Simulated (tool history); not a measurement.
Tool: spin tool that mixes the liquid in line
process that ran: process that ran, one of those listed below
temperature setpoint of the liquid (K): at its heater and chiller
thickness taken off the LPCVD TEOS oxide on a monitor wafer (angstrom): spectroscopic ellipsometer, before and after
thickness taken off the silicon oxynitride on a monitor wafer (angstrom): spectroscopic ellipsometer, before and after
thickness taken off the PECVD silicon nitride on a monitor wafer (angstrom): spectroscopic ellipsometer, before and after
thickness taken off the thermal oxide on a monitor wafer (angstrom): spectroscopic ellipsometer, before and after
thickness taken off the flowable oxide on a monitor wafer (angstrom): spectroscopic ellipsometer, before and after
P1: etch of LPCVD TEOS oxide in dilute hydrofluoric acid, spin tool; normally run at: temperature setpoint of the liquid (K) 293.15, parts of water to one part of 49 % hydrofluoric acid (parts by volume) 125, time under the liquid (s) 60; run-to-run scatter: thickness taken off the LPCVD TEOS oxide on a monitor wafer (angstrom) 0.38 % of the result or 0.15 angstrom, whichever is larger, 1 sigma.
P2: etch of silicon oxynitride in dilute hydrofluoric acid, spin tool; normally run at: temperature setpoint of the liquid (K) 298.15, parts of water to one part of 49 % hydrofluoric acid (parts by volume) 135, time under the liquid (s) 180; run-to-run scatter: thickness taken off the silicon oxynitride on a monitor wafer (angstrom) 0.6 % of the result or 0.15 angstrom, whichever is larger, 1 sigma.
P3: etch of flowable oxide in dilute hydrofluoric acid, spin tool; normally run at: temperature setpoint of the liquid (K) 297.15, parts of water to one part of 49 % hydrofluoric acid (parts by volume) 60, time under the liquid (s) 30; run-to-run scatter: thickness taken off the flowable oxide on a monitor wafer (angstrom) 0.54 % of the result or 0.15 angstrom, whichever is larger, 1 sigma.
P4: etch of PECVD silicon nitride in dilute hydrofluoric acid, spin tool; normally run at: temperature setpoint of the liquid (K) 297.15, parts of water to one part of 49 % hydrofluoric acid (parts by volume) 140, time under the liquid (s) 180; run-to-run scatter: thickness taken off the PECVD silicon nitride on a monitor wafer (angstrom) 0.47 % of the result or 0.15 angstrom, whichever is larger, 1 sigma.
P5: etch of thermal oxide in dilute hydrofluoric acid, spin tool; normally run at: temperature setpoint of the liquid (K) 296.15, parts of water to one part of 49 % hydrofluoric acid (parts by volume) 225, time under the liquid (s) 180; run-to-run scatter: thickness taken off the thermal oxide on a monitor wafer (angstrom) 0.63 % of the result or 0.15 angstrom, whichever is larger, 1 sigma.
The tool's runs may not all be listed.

| run | day | process that ran | temperature setpoint of the liquid (K) | parts of water to one part of 49 % hydrofluoric acid (parts by volume) | time under the liquid (s) | hours since the thermometer was replaced | hours since the hydrofluoric acid flow meter was replaced | thickness taken off the LPCVD TEOS oxide on a monitor wafer (angstrom) | thickness taken off the silicon oxynitride on a monitor wafer (angstrom) | thickness taken off the PECVD silicon nitride on a monitor wafer (angstrom) | thickness taken off the thermal oxide on a monitor wafer (angstrom) | thickness taken off the flowable oxide on a monitor wafer (angstrom) |
|---|---|---|---|---|---|---|---|---|---|---|---|---|
| 1 | 0.246 | P1 | 293.15 | 125 | 60 | 250.5 | 937.5 | 91.157 |  |  |  |  |
| 2 | 0.621 | P2 | 298.15 | 135 | 180 | 259.5 | 946.5 |  | 54.022 |  |  |  |
| 3 | 0.783 | P2 | 290.15 | 135 | 180 | 263.4 | 950.4 |  | 36.718 |  |  |  |
| 4 | 1.083 | P2 | 298.15 | 245 | 180 | 270.6 | 957.6 |  | 27.14 |  |  |  |
| 5 | 1.308 | P4 | 297.15 | 255 | 180 | 276 | 963 |  |  | 30.43 |  |  |
| 6 | 1.6 | P5 | 296.15 | 225 | 180 | 283 | 970 |  |  |  | 32.668 |  |
| 7 | 1.788 | P1 | 293.15 | 220 | 60 | 287.5 | 974.5 | 47.386 |  |  |  |  |
| 8 | 2.121 | P4 | 297.15 | 140 | 180 | 295.5 | 982.5 |  |  | 55.184 |  |  |
| 9 | 2.3 | P1 | 293.15 | 35 | 60 | 299.8 | 986.8 | 361.02 |  |  |  |  |
| 10 | 2.475 | P4 | 291.15 | 140 | 180 | 304 | 991 |  |  | 37.198 |  |  |
| 11 | 2.821 | P1 | 293.15 | 125 | 60 | 312.3 | 999.3 | 91.792 |  |  |  |  |
| 12 | 3.158 | P3 | 297.15 | 60 | 30 | 320.4 | 1007.4 |  |  |  |  | 210.4 |
| 13 | 3.425 | P1 | 300.65 | 125 | 60 | 326.8 | 1013.8 | 122.42 |  |  |  |  |
| 14 | 3.633 | P3 | 297.15 | 60 | 15 | 331.8 | 1018.8 |  |  |  |  | 105.14 |
| 15 | 3.858 | P3 | 290.65 | 60 | 30 | 337.2 | 1024.2 |  |  |  |  | 159.91 |
| 16 | 4.179 | P1 | 299.15 | 125 | 110 | 344.9 | 1031.9 | 212.52 |  |  |  |  |
| 17 | 4.383 | P3 | 297.15 | 105 | 30 | 349.8 | 1036.8 |  |  |  |  | 113.96 |
| 18 | 4.558 | P5 | 296.15 | 320 | 180 | 354 | 1041 |  |  |  | 20.965 |  |
| 19 | 4.804 | P5 | 296.15 | 225 | 285 | 359.9 | 1046.9 |  |  |  | 51.514 |  |
| 20 | 5.021 | P4 | 297.15 | 140 | 180 | 365.1 | 1052.1 |  |  | 54.789 |  |  |
| 21 | 5.2 | P1 | 293.15 | 125 | 100 | 369.4 | 1056.4 | 153.01 |  |  |  |  |
| 22 | 5.454 | P3 | 297.15 | 60 | 30 | 375.5 | 1062.5 |  |  |  |  | 212.65 |
| 23 | 5.65 | P1 | 293.15 | 125 | 60 | 380.2 | 1067.2 | 91.175 |  |  |  |  |
| 24 | 5.888 | P5 | 296.15 | 225 | 180 | 385.9 | 1072.9 |  |  |  | 31.883 |  |
| 25 | 6.129 | P1 | 293.15 | 125 | 60 | 391.7 | 1078.7 | 90.946 |  |  |  |  |
| 26 | 6.404 | P1 | 293.15 | 125 | 15 | 398.3 | 1085.3 | 22.892 |  |  |  |  |
| 27 | 6.771 | P1 | 293.15 | 125 | 60 | 407.1 | 1094.1 | 91.05 |  |  |  |  |
| 28 | 7.125 | P4 | 297.15 | 140 | 270 | 415.6 | 1102.6 |  |  | 83.047 |  |  |
| 29 | 7.325 | P5 | 303.15 | 225 | 180 | 420.4 | 1107.4 |  |  |  | 41.461 |  |
| 30 | 7.517 | P1 | 290.15 | 125 | 60 | 425 | 1112 | 80.434 |  |  |  |  |
| 31 | 7.729 | P2 | 298.15 | 135 | 280 | 430.1 | 1117.1 |  | 83.467 |  |  |  |
| 32 | 7.992 | P1 | 290.15 | 125 | 115 | 436.4 | 1123.4 | 154.97 |  |  |  |  |
| 33 | 8.308 | P1 | 293.15 | 125 | 60 | 444 | 1131 | 91.023 |  |  |  |  |
| 34 | 8.667 | P1 | 293.15 | 125 | 60 | 452.6 | 1139.6 | 94.42 |  |  |  |  |
| 35 | 8.833 | P1 | 293.15 | 125 | 60 | 456.6 | 1143.6 | 94.24 |  |  |  |  |
| 36 | 9.154 | P1 | 293.15 | 125 | 60 | 464.3 | 1151.3 | 95.803 |  |  |  |  |
| 37 | 9.354 | P1 | 293.15 | 125 | 60 | 469.1 | 1156.1 | 96.63 |  |  |  |  |
| 38 | 9.717 | P1 | 293.15 | 125 | 60 | 477.8 | 1164.8 | 97.176 |  |  |  |  |
| 39 | 9.929 | P1 | 293.15 | 125 | 60 | 482.9 | 1169.9 | 97.648 |  |  |  |  |
| 40 | 10.267 | P1 | 293.15 | 125 | 60 | 491 | 1178 | 97.323 |  |  |  |  |
| 41 | 10.567 | P1 | 293.15 | 125 | 60 | 498.2 | 1185.2 | 97.507 |  |  |  |  |
| 42 | 10.921 | P1 | 293.15 | 125 | 60 | 506.7 | 1193.7 | 98.174 |  |  |  |  |

What P1 gives has crept away from where it was. These 2 causes fit the log equally well, each at the size given:
A: hydrofluoric acid flow above the setpoint (%) = 6.31
B: liquid hotter than its thermometer reads (K) = 1.73
The creep began at about day 8.308.

4 check runs are offered, one wafer each, their results left as question marks. Which one tells the causes apart?
| check 1 | 11.275 | P5 | 296.15 | 225 | 180 |  |  |  |  |  | ? |  |
| check 2 | 11.275 | P4 | 297.15 | 140 | 180 |  |  |  |  | ? |  |  |
| check 3 | 11.275 | P2 | 298.15 | 135 | 180 |  |  |  | ? |  |  |  |
| check 4 | 11.275 | P3 | 297.15 | 60 | 30 |  |  |  |  |  |  | ? |

What each check would give under each cause:
| check | result | if A | if B |
|---|---|---|---|
| check 1 | thickness taken off the thermal oxide on a monitor wafer (angstrom) | 34.916 | 34.503 |
| check 2 | thickness taken off the PECVD silicon nitride on a monitor wafer (angstrom) | 58.636 | 61.687 |
| check 3 | thickness taken off the silicon oxynitride on a monitor wafer (angstrom) | 57.7 | 58.326 |
| check 4 | thickness taken off the flowable oxide on a monitor wafer (angstrom) | 226.43 | 227.4 |
How far apart the two closest causes lie, in the result that separates them most: check 1 1.19 %; check 2 5.07 %; check 3 1.08 %; check 4 0.43 %
Check 2 tells the causes apart: in the others they would give nearly the same result.

Then check 2 was run and gave: thickness taken off the PECVD silicon nitride on a monitor wafer (angstrom) 58.583. Which cause is it?

It is A: hydrofluoric acid flow above the setpoint (%).

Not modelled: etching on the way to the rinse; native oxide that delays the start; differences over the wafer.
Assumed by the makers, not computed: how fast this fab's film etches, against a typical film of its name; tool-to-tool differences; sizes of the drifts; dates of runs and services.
